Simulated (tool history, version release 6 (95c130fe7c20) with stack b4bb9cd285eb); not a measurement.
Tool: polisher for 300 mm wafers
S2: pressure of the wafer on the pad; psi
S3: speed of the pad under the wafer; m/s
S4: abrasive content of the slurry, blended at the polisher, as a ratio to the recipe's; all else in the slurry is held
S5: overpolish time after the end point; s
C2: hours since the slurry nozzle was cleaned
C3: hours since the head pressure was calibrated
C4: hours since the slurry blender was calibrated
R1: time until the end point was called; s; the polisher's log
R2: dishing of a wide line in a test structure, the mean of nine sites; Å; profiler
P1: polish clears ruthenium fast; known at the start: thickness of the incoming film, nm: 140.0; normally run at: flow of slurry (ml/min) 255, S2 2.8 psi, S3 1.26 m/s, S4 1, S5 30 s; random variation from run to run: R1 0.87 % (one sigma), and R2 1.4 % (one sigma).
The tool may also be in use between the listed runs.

run 1 hour=9.3 | flow_of_slurry_(ml/min)=255 S2=2.8 S3=1.26 S4=1 S5=30 | wafers_polished_on_this_pad=533 C2=305.7 C3=304.6 C4=246.8 | R1=26.314 R2=899.86
run 2 hour=18.3 | flow_of_slurry_(ml/min)=335 S2=2.8 S3=1.26 S4=1 S5=30 | wafers_polished_on_this_pad=662 C2=314.7 C3=313.6 C4=255.8 | R1=25.654 R2=906.46
run 3 hour=26.5 | flow_of_slurry_(ml/min)=155 S2=2.8 S3=1.26 S4=1 S5=30 | wafers_polished_on_this_pad=779 C2=322.9 C3=321.8 C4=264 | R1=28.712 R2=868.21
run 4 hour=37 | flow_of_slurry_(ml/min)=255 S2=2.8 S3=1.26 S4=1 S5=30 | wafers_polished_on_this_pad=930 C2=333.4 C3=332.3 C4=274.5 | R1=26.557 R2=911.16
run 5 hour=46.7 | flow_of_slurry_(ml/min)=255 S2=2.8 S3=0.6 S4=1 S5=30 | wafers_polished_on_this_pad=1069 C2=343.1 C3=342 C4=284.2 | R1=56.061 R2=520.21
run 6 hour=53.7 | flow_of_slurry_(ml/min)=255 S2=2.8 S3=1.26 S4=1 S5=30 | wafers_polished_on_this_pad=1169 C2=350.1 C3=349 C4=291.2 | R1=26.537 R2=865.17
run 7 hour=62.8 | flow_of_slurry_(ml/min)=255 S2=1.3 S3=1.26 S4=1 S5=30 | wafers_polished_on_this_pad=1299 C2=359.2 C3=358.1 C4=300.3 | R1=56.64 R2=508.2
run 8 hour=70.3 | flow_of_slurry_(ml/min)=255 S2=2.8 S3=1.26 S4=1 S5=30 | wafers_polished_on_this_pad=1407 C2=366.7 C3=365.6 C4=307.8 | R1=26.667 R2=893.01
run 9 hour=77.5 | flow_of_slurry_(ml/min)=255 S2=2.8 S3=1.26 S4=1 S5=30 | wafers_polished_on_this_pad=1510 C2=373.9 C3=372.8 C4=315 | R1=26.389 R2=884.51
run 10 hour=83.2 | flow_of_slurry_(ml/min)=255 S2=2.8 S3=0.94 S4=1.45 S5=30 | wafers_polished_on_this_pad=1591 C2=379.6 C3=378.5 C4=320.7 | R1=30.414 R2=811.97
run 11 hour=89.5 | flow_of_slurry_(ml/min)=255 S2=2.8 S3=1.26 S4=0.55 S5=30 | wafers_polished_on_this_pad=1682 C2=385.9 C3=384.8 C4=327 | R1=36.788 R2=741.44
run 12 hour=97.1 | flow_of_slurry_(ml/min)=255 S2=2.8 S3=1.26 S4=1.35 S5=30 | wafers_polished_on_this_pad=1790 C2=393.5 C3=392.4 C4=334.6 | R1=23.28 R2=980.72
run 13 hour=104.1 | flow_of_slurry_(ml/min)=255 S2=2.8 S3=1.26 S4=1 S5=58 | wafers_polished_on_this_pad=1891 C2=400.5 C3=399.4 C4=341.6 | R1=26.565 R2=1265.6
run 14 hour=111 | flow_of_slurry_(ml/min)=255 S2=2.8 S3=1.78 S4=1 S5=30 | wafers_polished_on_this_pad=1989 C2=407.4 C3=406.3 C4=348.5 | R1=18.836 R2=1071.6
run 15 hour=118.7 | flow_of_slurry_(ml/min)=255 S2=4.5 S3=1.26 S4=1 S5=30 | wafers_polished_on_this_pad=2100 C2=415.1 C3=414 C4=356.2 | R1=16.429 R2=1163.8
run 16 hour=123.8 | flow_of_slurry_(ml/min)=255 S2=2.8 S3=1.26 S4=1 S5=9 | wafers_polished_on_this_pad=2173 C2=420.2 C3=419.1 C4=361.3 | R1=26.921 R2=350.66
run 17 hour=133.9 | flow_of_slurry_(ml/min)=255 S2=2.8 S3=1.26 S4=1 S5=30 | wafers_polished_on_this_pad=2317 C2=430.3 C3=429.2 C4=371.4 | R1=26.351 R2=897.15
run 18 hour=144.4 | flow_of_slurry_(ml/min)=255 S2=2.8 S3=1.26 S4=1 S5=30 | wafers_polished_on_this_pad=2468 C2=440.8 C3=439.7 C4=381.9 | R1=28.206 R2=886.33
run 19 hour=154.6 | flow_of_slurry_(ml/min)=255 S2=2.8 S3=1.26 S4=1 S5=30 | wafers_polished_on_this_pad=2614 C2=451 C3=449.9 C4=392.1 | R1=28.298 R2=873.45
run 20 hour=163.4 | flow_of_slurry_(ml/min)=255 S2=2.8 S3=1.26 S4=1 S5=30 | wafers_polished_on_this_pad=2740 C2=459.8 C3=458.7 C4=400.9 | R1=28.951 R2=869.43
-- hour=165.2 slurry nozzle cleaned
-- hour=170.9 head pressure recalibrated
run 21 hour=172.6 | flow_of_slurry_(ml/min)=255 S2=2.8 S3=1.26 S4=1 S5=30 | wafers_polished_on_this_pad=2872 C2=7.5 C3=1.7 C4=410.1 | R1=28.963 R2=865.67

The next listed run, before its measurement:
run 22 hour=181.9 | flow_of_slurry_(ml/min)=255 S2=2.8 S3=1.26 S4=1 S5=30 | wafers_polished_on_this_pad=3005 C2=16.8 C3=11 C4=419.4 | R1=? R2=?

R1: 29.398 s
R2: 826.75 Å
